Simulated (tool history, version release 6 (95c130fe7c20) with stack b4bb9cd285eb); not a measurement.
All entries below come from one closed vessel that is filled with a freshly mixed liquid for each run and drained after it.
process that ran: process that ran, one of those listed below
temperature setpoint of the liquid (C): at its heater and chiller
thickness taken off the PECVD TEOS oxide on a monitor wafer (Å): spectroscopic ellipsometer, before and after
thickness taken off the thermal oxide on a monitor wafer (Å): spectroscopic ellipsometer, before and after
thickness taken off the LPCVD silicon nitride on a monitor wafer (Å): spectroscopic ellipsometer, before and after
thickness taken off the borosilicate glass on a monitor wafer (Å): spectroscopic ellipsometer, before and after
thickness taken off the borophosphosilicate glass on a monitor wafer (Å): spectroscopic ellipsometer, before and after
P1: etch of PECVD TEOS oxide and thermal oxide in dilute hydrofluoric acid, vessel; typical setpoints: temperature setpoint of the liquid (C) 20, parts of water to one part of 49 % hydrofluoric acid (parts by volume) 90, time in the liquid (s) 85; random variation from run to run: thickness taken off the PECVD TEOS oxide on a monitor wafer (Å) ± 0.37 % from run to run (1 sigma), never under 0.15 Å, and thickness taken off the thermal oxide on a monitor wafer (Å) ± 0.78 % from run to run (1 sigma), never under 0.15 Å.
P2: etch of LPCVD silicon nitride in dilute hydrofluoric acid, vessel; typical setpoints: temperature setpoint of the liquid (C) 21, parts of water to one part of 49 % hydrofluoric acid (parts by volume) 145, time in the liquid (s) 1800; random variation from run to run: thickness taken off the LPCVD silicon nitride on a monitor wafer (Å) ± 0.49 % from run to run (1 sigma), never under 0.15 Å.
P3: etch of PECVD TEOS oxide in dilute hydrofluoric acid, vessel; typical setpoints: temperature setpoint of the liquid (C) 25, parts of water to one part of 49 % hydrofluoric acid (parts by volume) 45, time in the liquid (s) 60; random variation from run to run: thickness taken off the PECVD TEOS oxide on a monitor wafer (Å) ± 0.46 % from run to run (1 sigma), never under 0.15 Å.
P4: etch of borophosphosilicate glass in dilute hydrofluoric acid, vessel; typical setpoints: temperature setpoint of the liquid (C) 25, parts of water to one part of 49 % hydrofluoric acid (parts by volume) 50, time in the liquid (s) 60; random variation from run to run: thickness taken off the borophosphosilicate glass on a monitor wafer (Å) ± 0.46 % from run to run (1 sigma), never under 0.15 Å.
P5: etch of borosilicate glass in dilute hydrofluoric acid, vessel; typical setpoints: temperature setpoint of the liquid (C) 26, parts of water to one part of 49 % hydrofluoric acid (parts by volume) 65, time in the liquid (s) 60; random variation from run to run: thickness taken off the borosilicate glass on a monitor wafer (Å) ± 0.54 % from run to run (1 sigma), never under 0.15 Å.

run	hour	process that ran	temperature setpoint of the liquid (C)	parts of water to one part of 49 % hydrofluoric acid (parts by volume)	time in the liquid (s)	hours since the thermometer was replaced	hours since the hydrofluoric acid flow meter was replaced	thickness taken off the PECVD TEOS oxide on a monitor wafer (Å)	thickness taken off the thermal oxide on a monitor wafer (Å)	thickness taken off the LPCVD silicon nitride on a monitor wafer (Å)	thickness taken off the borosilicate glass on a monitor wafer (Å)	thickness taken off the borophosphosilicate glass on a monitor wafer (Å)
1	8.5	P1	20	90	85	882.9	697.7	68.532	35.73			
2	21.8	P1	27	40	85	896.2	711	216.77	113.31			
3	38.5	P2	21	195	1800	912.9	727.7			39.758		
4	46.6	P2	17	145	1800	921	735.8			40.582		
5	56.5	P1	25	90	120	930.9	745.7	117.62	62.321			
6	68.6	P5	26	85	60	943	757.8				195.14	
7	78.7	P4	25	50	110	953.1	767.9					823.03
8	92.4	P1	20	20	85	966.8	781.6	330.89	173.64			
9	103.2	P1	20	90	145	977.6	792.4	115.06	60.694			
10	119.6	P5	26	65	60	994	808.8				258.02	
11	132.3	P4	25	85	60	1006.7	821.5					251.79
12	148.3	P5	26	65	60	1022.7	837.5				261.19	
13	159.4	P4	25	50	60	1033.8	848.6					442.39
14	171.9	P2	21	145	1800	1046.3	861.1			53.171		
15	187.4	P1	20	90	85	1061.8	876.6	67.682	35.319			
16	200.3	P1	26.5	90	85	1074.7	889.5	88.103	46.752			
17	211	P3	25	45	30	1085.4	900.2	128.89				
18	221	P5	22	65	60	1095.4	910.2				220.52	
19	237.4	P1	20	90	85	1111.8	926.6	68.292	35.866			
20	252.2	P1	17	90	85	1126.6	941.4	60.234	31.277			
21	265.7	P1	20	140	85	1140.1	954.9	41.761	21.632			
22	278.6	P3	25	45	60	1153	967.8	257.85				
23	287.9	P2	21	145	610	1162.3	977.1			18.308		
24	302.1	P3	25	65	60	1176.5	991.3	174.64				
25	311.2	P3	32	45	60	1185.6	1000.4	341.14				
26	327.2	P4	25	50	60	1201.6	1016.4					445.81
27	340.2	P1	20	90	85	1214.6	1029.4	67.324	35.64			
28	348.5	P1	20	90	30	1222.9	1037.7	23.94	12.541			
29	364.3	P1	20	20	35	1238.7	1053.5	136.84	71.489			
30	374.9	P4	29	50	60	1249.3	1064.1					525.4
31	385	P5	26	65	95	1259.4	1074.2				413.52	
32	401.7	P1	20	90	85	1276.1	1090.9	67.649	35.756			
33	414.1	P1	20	90	85	1288.5	1103.3	67.545	35.576			
34	427.5	P1	20	90	85	1301.9	1116.7	67.558	35.533			
35	435	P1	20	90	85	1309.4	1124.2	69.406	36.47			
36	444.6	P1	20	90	85	1319	1133.8	70.702	36.718			
37	453.8	P1	20	90	85	1328.2	1143	71.413	37.473			
38	467.2	P1	20	90	85	1341.6	1156.4	72.376	38.244			
39	484	P1	20	90	85	1358.4	1173.2	73.18	38.399			
40	496	P1	20	90	85	1370.4	1185.2	73.427	38.501			
41	511.8	P1	20	90	85	1386.2	1201	74.18	37.846			
42	520.5	P1	20	90	85	1394.9	1209.7	73.465	38.549			
43	535.9	P1	20	90	85	1410.3	1225.1	73.328	38.486			

What P1 gives has crept off from where it sat before. The 2 causes that follow fit the log equally well, each at the size noted:
A: hydrofluoric acid flow above the setpoint (%) = 7.95
B: liquid hotter than its thermometer reads (K) = 2.06
The drift started at roughly hour 427.5.

Listed below are the offered check runs, one wafer per run, with question marks in place of results. For which of them would the causes give clearly different outcomes?
check 1	551.3	P2	21	145	1800					?		
check 2	551.3	P5	26	65	60						?	
check 3	551.3	P3	25	45	60			?				
check 4	551.3	P4	25	50	60							?

Check results expected under each cause:
check	result	if A	if B
check 1	thickness taken off the LPCVD silicon nitride on a monitor wafer (Å)	57.093	60.662
check 2	thickness taken off the borosilicate glass on a monitor wafer (Å)	282.82	282.42
check 3	thickness taken off the PECVD TEOS oxide on a monitor wafer (Å)	280.42	281.22
check 4	thickness taken off the borophosphosilicate glass on a monitor wafer (Å)	484.85	485.8
Minimum pairwise separation of causes per check, each pair taken at its best-separating result: check 1 6.06 %; check 2 0.14 %; check 3 0.28 %; check 4 0.2 %
The other checks would show nearly matching results whichever cause is true, so check 1 is the only one that separates the causes.

Check 1 has now been run. It gave: thickness taken off the LPCVD silicon nitride on a monitor wafer (Å) 57.163. Which of the candidate causes is it?

Of the candidate causes, it is A: hydrofluoric acid flow above the setpoint (%).
